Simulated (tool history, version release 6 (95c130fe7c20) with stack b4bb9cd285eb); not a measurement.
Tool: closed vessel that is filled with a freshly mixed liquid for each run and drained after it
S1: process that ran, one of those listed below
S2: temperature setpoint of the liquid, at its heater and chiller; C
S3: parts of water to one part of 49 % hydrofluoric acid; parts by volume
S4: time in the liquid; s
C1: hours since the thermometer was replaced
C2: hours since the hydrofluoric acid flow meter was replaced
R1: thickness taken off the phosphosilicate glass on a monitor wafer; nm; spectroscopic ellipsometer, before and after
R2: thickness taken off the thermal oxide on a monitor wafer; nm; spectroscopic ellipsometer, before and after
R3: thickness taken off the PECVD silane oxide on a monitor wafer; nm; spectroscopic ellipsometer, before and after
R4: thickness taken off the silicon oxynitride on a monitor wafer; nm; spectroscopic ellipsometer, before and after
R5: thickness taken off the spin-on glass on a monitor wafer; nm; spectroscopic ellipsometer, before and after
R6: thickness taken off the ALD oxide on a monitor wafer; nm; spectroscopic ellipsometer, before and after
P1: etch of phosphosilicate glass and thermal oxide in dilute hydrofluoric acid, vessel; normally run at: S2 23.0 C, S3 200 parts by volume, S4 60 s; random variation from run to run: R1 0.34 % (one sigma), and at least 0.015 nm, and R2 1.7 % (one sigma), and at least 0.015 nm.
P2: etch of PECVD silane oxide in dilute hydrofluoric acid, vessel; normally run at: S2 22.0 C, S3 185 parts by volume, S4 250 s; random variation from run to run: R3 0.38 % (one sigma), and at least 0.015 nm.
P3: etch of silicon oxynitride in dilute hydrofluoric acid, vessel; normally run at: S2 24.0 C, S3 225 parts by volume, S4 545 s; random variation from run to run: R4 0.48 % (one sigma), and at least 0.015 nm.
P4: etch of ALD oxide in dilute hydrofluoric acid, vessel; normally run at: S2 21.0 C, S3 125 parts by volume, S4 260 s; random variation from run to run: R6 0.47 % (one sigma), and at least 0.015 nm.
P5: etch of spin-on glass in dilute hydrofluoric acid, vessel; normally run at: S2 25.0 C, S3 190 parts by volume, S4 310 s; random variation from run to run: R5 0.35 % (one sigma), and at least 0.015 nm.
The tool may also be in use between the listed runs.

run   hour  S1    S2   S3   S4      C1     C2      R1       R2      R3       R4      R5      R6
  1    6.2  P1  23.0  200   60  1936.0  400.6  31.328  1.26490
  2   13.2  P2  22.0  185   60  1943.0  407.6                    9.895
  3   19.8  P1  17.0  200   60  1949.6  414.2  24.785  0.98333
  4   27.6  P1  23.0  200   60  1957.4  422.0  31.227  1.21300
  5   31.9  P3  24.0   80  545  1961.7  426.3                           33.2210
  6   37.6  P3  24.0  225  145  1967.4  432.0                            2.8039
      38.9  -- thermometer replaced
  7   41.6  P3  24.0  225  545     2.8  436.0                           10.4640
  8   46.4  P5  25.0  190  310     7.6  440.8                                    38.053
  9   55.0  P3  24.0  225  545    16.2  449.4                           10.4100
 10   62.0  P5  25.0  340  310    23.2  456.4                                    18.340
 11   67.6  P2  22.0  110  250    28.8  462.0                   75.137
 12   75.7  P4  21.0  125  260    36.9  470.1                                            16.987
 13   84.2  P1  23.0  200   30    45.4  478.6  15.629  0.62261
 14   92.4  P5  25.0  190  590    53.6  486.8                                    72.991
 15   97.6  P4  17.0  125  260    58.8  492.0                                            14.328
 16  101.9  P1  23.0  280   60    63.1  496.3  20.407  0.84855
 17  108.4  P1  23.0  200   60    69.6  502.8  31.387  1.22850
 18  113.1  P1  23.0  105   60    74.3  507.5  66.257  2.52550
 19  122.0  P2  29.0  185  250    83.2  516.4                   53.596
 20  130.5  P5  25.0  190  310    91.7  524.9                                    38.058
 21  136.0  P5  17.5  190  310    97.2  530.4                                    28.772
 22  140.4  P4  21.0  185  260   101.6  534.8                                            10.883
 23  145.5  P1  30.0  200   60   106.7  539.9  40.039  1.52490
 24  150.3  P1  23.0  200  110   111.5  544.7  57.391  2.24690
 25  158.2  P2  22.0  185  250   119.4  552.6                   41.591
 26  164.2  P1  23.0  200   60   125.4  558.6  31.276  1.23240
 27  171.8  P3  17.0  225  545   133.0  566.2                            7.5731
 28  179.3  P1  17.5  305   60   140.5  573.7  15.123  0.64899
 29  185.7  P4  21.0  125  505   146.9  580.1                                            33.106
 30  193.0  P1  23.0  200   60   154.2  587.4  31.135  1.21700
 31  200.6  P1  23.0  200   60   161.8  595.0  30.263  1.20510
 32  207.1  P1  23.0  200   60   168.3  601.5  29.576  1.14020
 33  214.0  P1  23.0  200   60   175.2  608.4  29.111  1.10490
 34  219.7  P1  23.0  200   60   180.9  614.1  29.160  1.13960
 35  223.8  P1  23.0  200   60   185.0  618.2  29.235  1.10590
 36  228.0  P1  23.0  200   60   189.2  622.4  28.924  1.11170
 37  236.0  P1  23.0  200   60   197.2  630.4  28.962  1.10770

Run 38 comes next. What will it give?
 38  239.9  P1  23.0  200  60  201.1  634.3   ?   ?

Run 38 gave R1 28.564 nm, R2 1.12860 nm.

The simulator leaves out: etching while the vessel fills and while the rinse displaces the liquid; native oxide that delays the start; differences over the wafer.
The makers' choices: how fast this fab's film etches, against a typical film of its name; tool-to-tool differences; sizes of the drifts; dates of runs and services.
